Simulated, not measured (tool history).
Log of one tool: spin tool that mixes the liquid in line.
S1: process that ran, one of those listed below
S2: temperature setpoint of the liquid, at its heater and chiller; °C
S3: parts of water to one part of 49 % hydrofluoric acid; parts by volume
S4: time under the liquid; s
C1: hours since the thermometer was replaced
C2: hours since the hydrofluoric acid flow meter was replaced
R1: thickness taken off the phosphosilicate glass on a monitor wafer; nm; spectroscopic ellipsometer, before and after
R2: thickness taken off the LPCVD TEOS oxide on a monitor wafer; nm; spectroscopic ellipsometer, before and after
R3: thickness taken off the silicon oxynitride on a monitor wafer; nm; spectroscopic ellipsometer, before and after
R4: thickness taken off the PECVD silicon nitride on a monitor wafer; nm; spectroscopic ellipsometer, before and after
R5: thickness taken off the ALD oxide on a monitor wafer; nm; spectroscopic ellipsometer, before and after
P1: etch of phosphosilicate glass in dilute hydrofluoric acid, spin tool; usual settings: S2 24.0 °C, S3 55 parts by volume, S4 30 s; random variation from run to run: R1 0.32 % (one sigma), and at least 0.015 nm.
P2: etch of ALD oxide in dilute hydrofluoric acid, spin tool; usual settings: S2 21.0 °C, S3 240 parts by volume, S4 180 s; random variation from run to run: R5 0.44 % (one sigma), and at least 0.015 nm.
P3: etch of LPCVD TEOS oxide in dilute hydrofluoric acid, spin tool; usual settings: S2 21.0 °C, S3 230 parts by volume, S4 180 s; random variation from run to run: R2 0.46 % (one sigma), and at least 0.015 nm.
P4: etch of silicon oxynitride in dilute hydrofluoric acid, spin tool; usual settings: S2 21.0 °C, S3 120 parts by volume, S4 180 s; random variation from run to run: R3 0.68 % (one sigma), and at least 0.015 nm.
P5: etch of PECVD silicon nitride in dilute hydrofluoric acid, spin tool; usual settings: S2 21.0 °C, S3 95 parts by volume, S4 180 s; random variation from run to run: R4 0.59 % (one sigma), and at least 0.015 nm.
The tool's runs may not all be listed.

Run 1, day 0.296: S1 P1, S2 24.0 °C, S3 55 parts by volume, S4 30 s; C1 412.0; C2 277.7. Result: R1 55.643 nm.
Run 2, day 0.683: S1 P3, S2 21.0 °C, S3 230 parts by volume, S4 180 s; C1 421.3; C2 287.0. Result: R2 11.40100 nm.
Run 3, day 0.950: S1 P4, S2 26.0 °C, S3 120 parts by volume, S4 180 s; C1 427.7; C2 293.4. Result: R3 5.1520 nm.
Run 4, day 1.329: S1 P5, S2 27.5 °C, S3 95 parts by volume, S4 180 s; C1 436.8; C2 302.5. Result: R4 7.2772 nm.
Run 5, day 1.504: S1 P1, S2 24.0 °C, S3 95 parts by volume, S4 30 s; C1 441.0; C2 306.7. Result: R1 30.690 nm.
Run 6, day 1.792: S1 P2, S2 17.0 °C, S3 240 parts by volume, S4 180 s; C1 447.9; C2 313.6. Result: R5 15.888 nm.
Run 7, day 2.158: S1 P5, S2 21.0 °C, S3 95 parts by volume, S4 65 s; C1 456.7; C2 322.4. Result: R4 1.7381 nm.
Run 8, day 2.450: S1 P2, S2 21.0 °C, S3 95 parts by volume, S4 180 s; C1 463.7; C2 329.4. Result: R5 54.463 nm.
Run 9, day 2.812: S1 P1, S2 28.5 °C, S3 55 parts by volume, S4 15 s; C1 472.4; C2 338.1. Result: R1 33.350 nm.
Run 10, day 3.146: S1 P3, S2 17.0 °C, S3 230 parts by volume, S4 180 s; C1 480.4; C2 346.1. Result: R2 9.89510 nm.
Run 11, day 3.512: S1 P2, S2 21.0 °C, S3 240 parts by volume, S4 180 s; C1 489.2; C2 354.9. Result: R5 18.404 nm.
Run 12, day 3.754: S1 P1, S2 19.0 °C, S3 55 parts by volume, S4 30 s; C1 495.0; C2 360.7. Result: R1 45.563 nm.
Run 13, day 4.046: S1 P2, S2 21.0 °C, S3 240 parts by volume, S4 180 s; C1 502.0; C2 367.7. Result: R5 18.562 nm.
Run 14, day 4.438: S1 P4, S2 21.0 °C, S3 120 parts by volume, S4 180 s; C1 511.4; C2 377.1. Result: R3 4.1031 nm.
Run 15, day 4.633: S1 P5, S2 21.0 °C, S3 95 parts by volume, S4 180 s; C1 516.1; C2 381.8. Result: R4 4.7244 nm.
Run 16, day 4.983: S1 P4, S2 21.0 °C, S3 120 parts by volume, S4 295 s; C1 524.5; C2 390.2. Result: R3 6.7797 nm.
Run 17, day 5.217: S1 P4, S2 21.0 °C, S3 190 parts by volume, S4 180 s; C1 530.1; C2 395.8. Result: R3 2.4456 nm.
Run 18, day 5.621: S1 P1, S2 24.0 °C, S3 55 parts by volume, S4 15 s; C1 539.8; C2 405.5. Result: R1 28.016 nm.
Run 19, day 5.812: S1 P5, S2 21.0 °C, S3 35 parts by volume, S4 180 s; C1 544.4; C2 410.1. Result: R4 12.6130 nm.
Run 20, day 6.054: S1 P1, S2 24.0 °C, S3 55 parts by volume, S4 30 s; C1 550.2; C2 415.9. Result: R1 55.739 nm.
Run 21, day 6.412: S1 P3, S2 21.0 °C, S3 230 parts by volume, S4 15 s; C1 558.8; C2 424.5. Result: R2 0.95718 nm.
Run 22, day 6.812: S1 P1, S2 28.0 °C, S3 55 parts by volume, S4 45 s; C1 568.4; C2 434.1. Result: R1 98.704 nm.
Run 23, day 7.004: S1 P5, S2 21.0 °C, S3 95 parts by volume, S4 180 s; C1 573.0; C2 438.7. Result: R4 4.7275 nm.
Run 24, day 7.333: S1 P3, S2 21.0 °C, S3 135 parts by volume, S4 180 s; C1 580.9; C2 446.6. Result: R2 21.56300 nm.
Run 25, day 7.592: S1 P1, S2 24.0 °C, S3 20 parts by volume, S4 30 s; C1 587.1; C2 452.8. Result: R1 161.270 nm.
Run 26, day 7.975: S1 P1, S2 24.0 °C, S3 55 parts by volume, S4 30 s; C1 596.3; C2 462.0. Result: R1 56.010 nm.
Run 27, day 8.279: S1 P1, S2 28.5 °C, S3 55 parts by volume, S4 30 s; C1 603.6; C2 469.3. Result: R1 67.238 nm.
Run 28, day 8.592: S1 P2, S2 21.0 °C, S3 240 parts by volume, S4 340 s; C1 611.1; C2 476.8. Result: R5 34.891 nm.
Run 29, day 8.792: S1 P3, S2 21.0 °C, S3 230 parts by volume, S4 180 s; C1 615.9; C2 481.6. Result: R2 11.47700 nm.
Run 30, day 9.096: S1 P1, S2 24.0 °C, S3 55 parts by volume, S4 55 s; C1 623.2; C2 488.9. Result: R1 102.350 nm.
Run 31, day 9.333: S1 P1, S2 24.0 °C, S3 55 parts by volume, S4 30 s; C1 628.9; C2 494.6. Result: R1 55.856 nm.
Run 32, day 9.579: S1 P4, S2 21.0 °C, S3 120 parts by volume, S4 180 s; C1 634.8; C2 500.5. Result: R3 4.0764 nm.
Run 33, day 9.767: S1 P1, S2 24.0 °C, S3 95 parts by volume, S4 15 s; C1 639.3; C2 505.0. Result: R1 15.424 nm.
Run 34, day 10.104: S1 P1, S2 24.0 °C, S3 55 parts by volume, S4 30 s; C1 647.4; C2 513.1. Result: R1 55.840 nm.
Run 35, day 10.329: S1 P1, S2 24.0 °C, S3 55 parts by volume, S4 30 s; C1 652.8; C2 518.5. Result: R1 55.945 nm.
Run 36, day 10.571: S1 P1, S2 24.0 °C, S3 55 parts by volume, S4 30 s; C1 658.6; C2 524.3. Result: R1 57.623 nm.
Run 37, day 10.933: S1 P1, S2 24.0 °C, S3 55 parts by volume, S4 30 s; C1 667.3; C2 533.0. Result: R1 58.968 nm.
Run 38, day 11.133: S1 P1, S2 24.0 °C, S3 55 parts by volume, S4 30 s; C1 672.1; C2 537.8. Result: R1 59.261 nm.
Run 39, day 11.338: S1 P1, S2 24.0 °C, S3 55 parts by volume, S4 30 s; C1 677.0; C2 542.7. Result: R1 59.422 nm.
Run 40, day 11.704: S1 P1, S2 24.0 °C, S3 55 parts by volume, S4 30 s; C1 685.8; C2 551.5. Result: R1 59.760 nm.
Run 41, day 11.938: S1 P1, S2 24.0 °C, S3 55 parts by volume, S4 30 s; C1 691.4; C2 557.1. Result: R1 59.941 nm.
Run 42, day 12.242: S1 P1, S2 24.0 °C, S3 55 parts by volume, S4 30 s; C1 698.7; C2 564.4. Result: R1 59.662 nm.

What P1 gives has crept away from where it was. These 2 causes fit the log equally well, each at the size given:
A: liquid hotter than its thermometer reads (K) = 1.74
B: hydrofluoric acid flow above the setpoint (%) = 6.83
The creep began at about day 10.329.

4 check runs are offered, one wafer each, their results left as question marks. Which one tells the causes apart?
Run check 1, day 12.546: S1 P5, S2 25.0 °C, S3 50 parts by volume, S4 180 s. Result: R4 ?.
Run check 2, day 12.546: S1 P4, S2 24.5 °C, S3 120 parts by volume, S4 180 s. Result: R3 ?.
Run check 3, day 12.546: S1 P2, S2 21.0 °C, S3 120 parts by volume, S4 285 s. Result: R5 ?.
Run check 4, day 12.546: S1 P3, S2 17.0 °C, S3 230 parts by volume, S4 15 s. Result: R2 ?.

What each check would give under each cause:
  check  result     if A     if B
check 1      R4  13.1280  12.4770
check 2      R3   5.2438   5.2033
check 3      R5   71.057   71.434
check 4      R2  0.87691  0.88710
How far apart the two closest causes lie, in the result that separates them most: check 1 5.09 %; check 2 0.78 %; check 3 0.53 %; check 4 1.16 %
Only check 1 tells the causes apart: in the others they would give nearly the same result.

Check 1 was then run and gave: R4 13.0100 nm. Which cause is it?

It is A: liquid hotter than its thermometer reads (K).
